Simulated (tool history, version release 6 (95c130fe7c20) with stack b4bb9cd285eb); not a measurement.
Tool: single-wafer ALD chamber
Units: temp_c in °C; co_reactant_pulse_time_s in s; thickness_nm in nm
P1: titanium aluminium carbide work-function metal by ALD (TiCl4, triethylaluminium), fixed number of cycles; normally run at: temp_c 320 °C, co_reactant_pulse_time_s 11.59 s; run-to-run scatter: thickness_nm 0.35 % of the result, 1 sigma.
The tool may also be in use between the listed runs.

run   hour  temp_c  co_reactant_pulse_time_s  hours since the last thermocouple change  hours since the last triethylaluminium bottle change  thickness_nm
  1   10.0     320                     11.59                                     902.1                                                 158.5        2.1210
  2   22.5     308                      5.28                                     914.6                                                 171.0        1.7115
  3   36.2     320                     11.59                                     928.3                                                 184.7        2.1159
  4   51.7     320                     18.36                                     943.8                                                 200.2        2.1365
  5   64.5     320                      5.76                                     956.6                                                 213.0        1.8512
  6   72.8     302                      5.60                                     964.9                                                 221.3        1.7116
  7   82.5     320                     11.59                                     974.6                                                 231.0        2.1150
  8  100.6     320                     11.59                                     992.7                                                 249.1        2.1135
  9  118.4     320                     11.59                                    1010.5                                                 266.9        2.1197
 10  135.1     295                     11.59                                    1027.2                                                 283.6        1.9101
 11  146.2     296                     15.13                                    1038.3                                                 294.7        1.9440
 12  156.8     320                     11.59                                    1048.9                                                 305.3        2.1194
 13  169.9     343                     11.59                                    1062.0                                                 318.4        2.3138
 14  183.4     320                     11.59                                    1075.5                                                 331.9        2.1186

The next listed run, before its measurement:
 15  195.1     320                     11.59                                    1087.2                                                 343.6             ?

thickness_nm: 2.1178 nm
